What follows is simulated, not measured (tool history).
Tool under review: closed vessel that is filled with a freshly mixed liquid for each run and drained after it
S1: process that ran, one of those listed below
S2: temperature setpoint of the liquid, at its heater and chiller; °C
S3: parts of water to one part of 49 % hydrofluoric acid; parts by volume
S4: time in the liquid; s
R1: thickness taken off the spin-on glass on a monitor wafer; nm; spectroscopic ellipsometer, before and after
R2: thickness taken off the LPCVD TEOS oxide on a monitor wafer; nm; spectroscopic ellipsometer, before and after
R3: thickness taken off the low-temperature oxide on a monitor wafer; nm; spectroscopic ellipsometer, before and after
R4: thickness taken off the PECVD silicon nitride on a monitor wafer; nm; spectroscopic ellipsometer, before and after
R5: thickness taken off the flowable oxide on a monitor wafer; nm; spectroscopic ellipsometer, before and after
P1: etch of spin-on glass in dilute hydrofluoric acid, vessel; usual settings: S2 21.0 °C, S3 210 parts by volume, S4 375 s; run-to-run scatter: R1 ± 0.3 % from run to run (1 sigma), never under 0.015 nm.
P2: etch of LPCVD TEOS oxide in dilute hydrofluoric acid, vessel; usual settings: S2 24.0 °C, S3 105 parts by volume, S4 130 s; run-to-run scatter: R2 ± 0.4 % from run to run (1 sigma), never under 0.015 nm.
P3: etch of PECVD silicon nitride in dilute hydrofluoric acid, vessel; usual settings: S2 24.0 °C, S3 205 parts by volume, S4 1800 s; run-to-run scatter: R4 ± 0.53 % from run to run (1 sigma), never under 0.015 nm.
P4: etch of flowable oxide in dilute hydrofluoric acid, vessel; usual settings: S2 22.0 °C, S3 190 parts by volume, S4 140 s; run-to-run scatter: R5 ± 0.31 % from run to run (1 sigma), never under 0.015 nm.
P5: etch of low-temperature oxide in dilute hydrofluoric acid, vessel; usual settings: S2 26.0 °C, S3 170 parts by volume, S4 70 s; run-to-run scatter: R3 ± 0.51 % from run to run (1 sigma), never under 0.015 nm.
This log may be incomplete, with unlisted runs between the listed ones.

{"run": 1, "hour": 11.8, "S1": "P1", "S2": 21.0, "S3": 210, "S4": 375, "R1": 40.01}
{"run": 2, "hour": 22.0, "S1": "P2", "S2": 31.0, "S3": 105, "S4": 130, "R2": 26.921}
{"run": 3, "hour": 28.4, "S1": "P5", "S2": 26.0, "S3": 170, "S4": 70, "R3": 10.954}
{"run": 4, "hour": 41.3, "S1": "P3", "S2": 24.0, "S3": 205, "S4": 730, "R4": 9.2293}
{"run": 5, "hour": 51.1, "S1": "P2", "S2": 24.0, "S3": 105, "S4": 130, "R2": 20.665}
{"run": 6, "hour": 58.7, "S1": "P4", "S2": 22.0, "S3": 190, "S4": 140, "R5": 26.964}
{"run": 7, "hour": 67.9, "S1": "P5", "S2": 26.0, "S3": 170, "S4": 70, "R3": 10.935}
{"run": 8, "hour": 80.5, "S1": "P1", "S2": 21.0, "S3": 360, "S4": 375, "R1": 20.342}
{"run": 9, "hour": 92.3, "S1": "P1", "S2": 21.0, "S3": 210, "S4": 200, "R1": 21.34}
{"run": 10, "hour": 106.1, "S1": "P3", "S2": 24.0, "S3": 205, "S4": 1800, "R4": 22.812}
{"run": 11, "hour": 118.0, "S1": "P1", "S2": 21.0, "S3": 210, "S4": 375, "R1": 39.896}
{"run": 12, "hour": 130.8, "S1": "P2", "S2": 24.0, "S3": 105, "S4": 30, "R2": 4.7411}
{"run": 13, "hour": 141.5, "S1": "P3", "S2": 24.0, "S3": 350, "S4": 1800, "R4": 13.438}
{"run": 14, "hour": 155.3, "S1": "P4", "S2": 22.0, "S3": 190, "S4": 140, "R5": 26.904}
{"run": 15, "hour": 163.4, "S1": "P3", "S2": 29.0, "S3": 205, "S4": 1800, "R4": 30.99}
{"run": 16, "hour": 172.4, "S1": "P5", "S2": 26.0, "S3": 170, "S4": 105, "R3": 16.4}
{"run": 17, "hour": 186.2, "S1": "P5", "S2": 21.5, "S3": 170, "S4": 70, "R3": 9.221}
{"hour": 186.7, "done": "thermometer replaced"}
{"run": 18, "hour": 196.3, "S1": "P5", "S2": 26.0, "S3": 80, "S4": 70, "R3": 26.032}
{"run": 19, "hour": 204.9, "S1": "P3", "S2": 24.0, "S3": 205, "S4": 1800, "R4": 23.029}
{"run": 20, "hour": 216.0, "S1": "P1", "S2": 17.0, "S3": 210, "S4": 375, "R1": 34.173}
{"hour": 222.7, "done": "hydrofluoric acid flow meter replaced"}
{"run": 21, "hour": 224.2, "S1": "P1", "S2": 21.0, "S3": 210, "S4": 375, "R1": 39.894}
{"run": 22, "hour": 236.7, "S1": "P1", "S2": 26.0, "S3": 210, "S4": 375, "R1": 48.027}
{"run": 23, "hour": 246.7, "S1": "P4", "S2": 22.0, "S3": 190, "S4": 75, "R5": 14.464}
{"run": 24, "hour": 261.0, "S1": "P1", "S2": 21.0, "S3": 210, "S4": 375, "R1": 39.956}
{"run": 25, "hour": 268.7, "S1": "P2", "S2": 24.0, "S3": 105, "S4": 130, "R2": 20.595}
{"run": 26, "hour": 279.2, "S1": "P1", "S2": 17.0, "S3": 210, "S4": 205, "R1": 18.823}
{"run": 27, "hour": 293.0, "S1": "P1", "S2": 21.0, "S3": 210, "S4": 670, "R1": 71.068}
{"run": 28, "hour": 302.5, "S1": "P2", "S2": 24.0, "S3": 65, "S4": 130, "R2": 34.748}
{"run": 29, "hour": 310.7, "S1": "P1", "S2": 21.0, "S3": 40, "S4": 375, "R1": 253.45}
{"run": 30, "hour": 322.8, "S1": "P1", "S2": 17.0, "S3": 210, "S4": 600, "R1": 54.658}
{"run": 31, "hour": 329.1, "S1": "P4", "S2": 22.0, "S3": 300, "S4": 140, "R5": 15.343}
{"run": 32, "hour": 337.1, "S1": "P4", "S2": 26.0, "S3": 190, "S4": 140, "R5": 31.101}
{"run": 33, "hour": 348.4, "S1": "P1", "S2": 21.0, "S3": 210, "S4": 375, "R1": 39.983}
{"run": 34, "hour": 357.2, "S1": "P1", "S2": 21.0, "S3": 210, "S4": 375, "R1": 41.032}
{"run": 35, "hour": 369.9, "S1": "P1", "S2": 21.0, "S3": 210, "S4": 375, "R1": 42.127}
{"run": 36, "hour": 380.9, "S1": "P1", "S2": 21.0, "S3": 210, "S4": 375, "R1": 42.678}
{"run": 37, "hour": 387.2, "S1": "P1", "S2": 21.0, "S3": 210, "S4": 375, "R1": 42.861}
{"run": 38, "hour": 394.8, "S1": "P1", "S2": 21.0, "S3": 210, "S4": 375, "R1": 42.973}
{"run": 39, "hour": 406.8, "S1": "P1", "S2": 21.0, "S3": 210, "S4": 375, "R1": 43.121}
{"run": 40, "hour": 419.8, "S1": "P1", "S2": 21.0, "S3": 210, "S4": 375, "R1": 43.555}
{"run": 41, "hour": 432.3, "S1": "P1", "S2": 21.0, "S3": 210, "S4": 375, "R1": 43.362}
{"run": 42, "hour": 445.7, "S1": "P1", "S2": 21.0, "S3": 210, "S4": 375, "R1": 43.708}

Run 43, settings as shown, results not yet in. Your forecast:
{"run": 43, "hour": 456.2, "S1": "P1", "S2": 21.0, "S3": 210, "S4": 375, "R1": "?"}

Logged for run 43: R1 43.622 nm.
